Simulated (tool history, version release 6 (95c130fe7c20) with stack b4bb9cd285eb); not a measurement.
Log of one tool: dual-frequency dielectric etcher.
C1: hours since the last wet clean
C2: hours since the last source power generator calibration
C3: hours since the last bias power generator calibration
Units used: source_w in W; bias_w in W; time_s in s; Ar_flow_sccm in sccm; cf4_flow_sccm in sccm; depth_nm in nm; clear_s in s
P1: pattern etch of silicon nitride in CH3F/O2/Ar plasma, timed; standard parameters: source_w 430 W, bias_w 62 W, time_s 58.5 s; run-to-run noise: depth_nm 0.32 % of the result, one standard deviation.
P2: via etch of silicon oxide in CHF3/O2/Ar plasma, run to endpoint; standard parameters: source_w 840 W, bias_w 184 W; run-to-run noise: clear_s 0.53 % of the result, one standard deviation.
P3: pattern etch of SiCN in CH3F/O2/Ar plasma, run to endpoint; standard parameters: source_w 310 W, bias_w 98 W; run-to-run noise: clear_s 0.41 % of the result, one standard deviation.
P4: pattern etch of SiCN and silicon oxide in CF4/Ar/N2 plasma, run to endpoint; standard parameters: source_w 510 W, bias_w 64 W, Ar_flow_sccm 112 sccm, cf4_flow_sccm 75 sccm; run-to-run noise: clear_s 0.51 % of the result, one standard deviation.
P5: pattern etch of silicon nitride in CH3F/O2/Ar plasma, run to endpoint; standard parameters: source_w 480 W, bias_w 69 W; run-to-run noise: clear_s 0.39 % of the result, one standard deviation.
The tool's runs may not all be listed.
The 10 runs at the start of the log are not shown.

run 11 hour=62.9 | process=P3 source_w=310 bias_w=124 | C1=345.6 C2=1257.6 C3=21.6 | clear_s=24.979
run 12 hour=67.1 | process=P1 source_w=430 bias_w=83 time_s=38 | C1=349.8 C2=1261.8 C3=25.8 | depth_nm=29.094
run 13 hour=72.8 | process=P1 source_w=430 bias_w=62 time_s=58.5 | C1=355.5 C2=1267.5 C3=31.5 | depth_nm=40.568
run 14 hour=77.4 | process=P1 source_w=430 bias_w=62 time_s=58.5 | C1=360.1 C2=1272.1 C3=36.1 | depth_nm=40.19
run 15 hour=82.6 | process=P3 source_w=310 bias_w=98 | C1=365.3 C2=1277.3 C3=41.3 | clear_s=27.102
run 16 hour=89.2 | process=P2 source_w=840 bias_w=148 | C1=371.9 C2=1283.9 C3=47.9 | clear_s=335.86
run 17 hour=93.4 | process=P3 source_w=210 bias_w=98 | C1=376.1 C2=1288.1 C3=52.1 | clear_s=31.269
run 18 hour=99.1 | process=P5 source_w=660 bias_w=69 | C1=381.8 C2=1293.8 C3=57.8 | clear_s=37.176
run 19 hour=105.4 | process=P5 source_w=480 bias_w=69 | C1=388.1 C2=1300.1 C3=64.1 | clear_s=42.326
run 20 hour=111.7 | process=P5 source_w=480 bias_w=87 | C1=394.4 C2=1306.4 C3=70.4 | clear_s=38.993
run 21 hour=119 | process=P1 source_w=430 bias_w=62 time_s=35.5 | C1=401.7 C2=1313.7 C3=77.7 | depth_nm=24.479
run 22 hour=124.6 | process=P4 source_w=510 bias_w=64 Ar_flow_sccm=112 cf4_flow_sccm=75 | C1=407.3 C2=1319.3 C3=83.3 | clear_s=12.635
run 23 hour=130.6 | process=P4 source_w=510 bias_w=50 Ar_flow_sccm=112 cf4_flow_sccm=75 | C1=413.3 C2=1325.3 C3=89.3 | clear_s=13.737
run 24 hour=134.5 | process=P4 source_w=510 bias_w=64 Ar_flow_sccm=112 cf4_flow_sccm=75 | C1=417.2 C2=1329.2 C3=93.2 | clear_s=12.623
run 25 hour=141.4 | process=P4 source_w=510 bias_w=64 Ar_flow_sccm=112 cf4_flow_sccm=57 | C1=424.1 C2=1336.1 C3=100.1 | clear_s=13.291
run 26 hour=145.6 | process=P5 source_w=480 bias_w=69 | C1=428.3 C2=1340.3 C3=104.3 | clear_s=41.824
run 27 hour=149 | process=P1 source_w=430 bias_w=76 time_s=58.5 | C1=431.7 C2=1343.7 C3=107.7 | depth_nm=43.153
run 28 hour=155.1 | process=P1 source_w=520 bias_w=62 time_s=58.5 | C1=437.8 C2=1349.8 C3=113.8 | depth_nm=43.4
run 29 hour=159.5 | process=P2 source_w=840 bias_w=184 | C1=442.2 C2=1354.2 C3=118.2 | clear_s=311.57
run 30 hour=164.4 | process=P1 source_w=510 bias_w=62 time_s=41 | C1=447.1 C2=1359.1 C3=123.1 | depth_nm=30.15
run 31 hour=169.2 | process=P2 source_w=530 bias_w=184 | C1=451.9 C2=1363.9 C3=127.9 | clear_s=371.66
run 32 hour=176.5 | process=P1 source_w=430 bias_w=62 time_s=58.5 | C1=459.2 C2=1371.2 C3=135.2 | depth_nm=40.448
run 33 hour=180.9 | process=P1 source_w=430 bias_w=62 time_s=58.5 | C1=463.6 C2=1375.6 C3=139.6 | depth_nm=40.932
run 34 hour=187 | process=P1 source_w=430 bias_w=62 time_s=58.5 | C1=469.7 C2=1381.7 C3=145.7 | depth_nm=41.044
-- hour=190.1 wet clean of the chamber
run 35 hour=191.6 | process=P1 source_w=430 bias_w=62 time_s=58.5 | C1=1.5 C2=1386.3 C3=150.3 | depth_nm=41.176

Forecast run 36:
run 36 hour=195.6 | process=P1 source_w=430 bias_w=62 time_s=58.5 | C1=5.5 C2=1390.3 C3=154.3 | depth_nm=?

depth_nm: 40.845 nm
